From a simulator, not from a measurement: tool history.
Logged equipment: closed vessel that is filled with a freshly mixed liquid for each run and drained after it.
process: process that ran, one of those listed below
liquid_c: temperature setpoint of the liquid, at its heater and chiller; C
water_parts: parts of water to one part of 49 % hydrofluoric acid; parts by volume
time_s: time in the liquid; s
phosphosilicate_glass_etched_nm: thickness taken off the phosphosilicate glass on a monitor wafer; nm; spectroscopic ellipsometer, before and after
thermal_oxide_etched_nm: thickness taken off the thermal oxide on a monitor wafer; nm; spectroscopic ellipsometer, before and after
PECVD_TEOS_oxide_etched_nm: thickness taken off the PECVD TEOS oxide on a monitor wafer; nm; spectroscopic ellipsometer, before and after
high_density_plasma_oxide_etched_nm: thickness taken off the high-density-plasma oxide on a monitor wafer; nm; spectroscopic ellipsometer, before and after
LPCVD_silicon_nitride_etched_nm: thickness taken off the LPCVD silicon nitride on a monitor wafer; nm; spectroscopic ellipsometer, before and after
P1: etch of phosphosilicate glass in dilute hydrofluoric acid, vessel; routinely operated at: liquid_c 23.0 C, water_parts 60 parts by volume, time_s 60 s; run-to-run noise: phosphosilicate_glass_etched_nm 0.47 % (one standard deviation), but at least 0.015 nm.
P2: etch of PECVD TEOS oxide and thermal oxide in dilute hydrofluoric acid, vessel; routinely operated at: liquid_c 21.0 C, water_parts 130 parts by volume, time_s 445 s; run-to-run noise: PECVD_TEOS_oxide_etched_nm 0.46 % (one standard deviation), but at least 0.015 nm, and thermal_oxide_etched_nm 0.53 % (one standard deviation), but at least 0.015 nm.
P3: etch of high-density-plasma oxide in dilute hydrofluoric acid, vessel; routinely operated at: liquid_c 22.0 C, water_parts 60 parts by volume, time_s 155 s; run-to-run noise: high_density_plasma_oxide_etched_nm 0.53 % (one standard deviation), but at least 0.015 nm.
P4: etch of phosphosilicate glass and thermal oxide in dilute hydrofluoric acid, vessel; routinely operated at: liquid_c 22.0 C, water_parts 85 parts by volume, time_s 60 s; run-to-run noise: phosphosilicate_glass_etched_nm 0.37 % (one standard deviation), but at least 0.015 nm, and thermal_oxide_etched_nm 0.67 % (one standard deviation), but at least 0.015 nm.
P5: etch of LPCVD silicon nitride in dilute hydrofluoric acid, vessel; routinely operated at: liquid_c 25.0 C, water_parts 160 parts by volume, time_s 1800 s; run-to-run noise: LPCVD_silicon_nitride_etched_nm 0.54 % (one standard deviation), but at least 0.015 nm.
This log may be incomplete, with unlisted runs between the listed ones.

run	hour	process	liquid_c	water_parts	time_s	phosphosilicate_glass_etched_nm	thermal_oxide_etched_nm	PECVD_TEOS_oxide_etched_nm	high_density_plasma_oxide_etched_nm	LPCVD_silicon_nitride_etched_nm
1	5.9	P1	23.0	60	60	81.564				
2	10.5	P4	27.0	85	60	47.252	3.69430			
3	15.5	P2	21.0	130	30		0.87345	2.7206		
4	20.9	P3	26.0	60	155				15.182	
5	25.0	P3	22.0	60	155				12.732	
6	29.2	P4	22.0	85	60	38.498	3.01630			
7	33.4	P1	23.0	60	60	82.363				
8	38.0	P1	23.0	60	60	81.704				
9	43.8	P1	23.0	60	35	47.667				
10	48.5	P5	29.5	160	1800					7.2935
11	53.9	P1	23.0	30	60	170.660				
12	60.4	P5	25.0	160	1800					5.5770
13	64.3	P5	25.0	160	325					1.0058
14	67.3	P3	22.0	20	155				40.449	
15	72.3	P2	21.0	130	445		12.94300	40.2860		
16	75.4	P1	17.0	105	60	34.558				
17	80.9	P1	23.0	60	60	81.882				
18	85.5	P5	25.0	100	1800					8.7887
19	92.0	P4	22.0	85	30	19.396	1.50490			
20	96.0	P1	28.0	60	60	101.460				
21	100.4	P4	22.0	85	60	38.613	3.03950			
22	103.9	P1	23.0	60	115	156.520				
23	110.3	P3	22.0	60	155				12.902	
24	114.2	P1	23.0	60	60	81.784				
25	119.5	P2	21.0	70	445		25.56800	79.8940		
26	124.5	P3	22.0	60	305				25.019	
27	129.0	P4	22.0	130	60	24.151	1.90400			
28	132.3	P2	26.5	130	445		15.94800	49.8990		
29	139.1	P1	23.0	100	30	23.437				
30	145.5	P1	23.0	100	60	47.057				
31	150.0	P1	17.0	60	60	63.056				
32	153.3	P1	23.0	60	60	82.118				
33	160.0	P1	23.0	60	60	78.593				
34	166.8	P1	23.0	60	60	77.028				
35	170.4	P1	23.0	60	60	75.718				
36	176.0	P1	23.0	60	60	75.275				
37	182.5	P1	23.0	60	60	74.330				
38	187.5	P1	23.0	60	60	74.336				
39	193.9	P1	23.0	60	60	74.123				
40	199.5	P1	23.0	60	60	74.094				
41	204.9	P1	23.0	60	60	73.846				

What P1 gives has crept off from where it sat before. The 2 causes that follow fit the log equally well, each at the size noted:
A: hydrofluoric acid flow below the setpoint (%) = 8.92
B: liquid colder than its thermometer reads (K) = 2.43
The drift started at roughly hour 153.3.

Each of the 4 check runs below uses one wafer; its results are left as question marks. Which run tells the causes apart?
check 1	210.3	P3	22.0	60	155				?	
check 2	210.3	P4	22.0	85	60	?	?			
check 3	210.3	P5	25.0	160	1800					?
check 4	210.3	P2	21.0	130	445		?	?		

How each check would come out, cause by cause:
check	result	if A	if B
check 1	high_density_plasma_oxide_etched_nm	11.570	11.557
check 2	phosphosilicate_glass_etched_nm	34.844	34.956
check 2	thermal_oxide_etched_nm	2.74010	2.74880
check 3	LPCVD_silicon_nitride_etched_nm	5.0467	4.7360
check 4	thermal_oxide_etched_nm	11.58500	11.69100
check 4	PECVD_TEOS_oxide_etched_nm	36.1870	36.5190
Distance between the nearest two causes, measured in the result of the check that separates them most: check 1 0.11 %; check 2 0.32 %; check 3 6.36 %; check 4 0.91 %
Only in check 3 would the causes give clearly different results; in the remaining checks their results would be nearly the same.

With check 3 done, the readings were: LPCVD_silicon_nitride_etched_nm 4.7236 nm. Identify which of the listed causes applies.

The correct cause is B, namely: liquid colder than its thermometer reads (K).
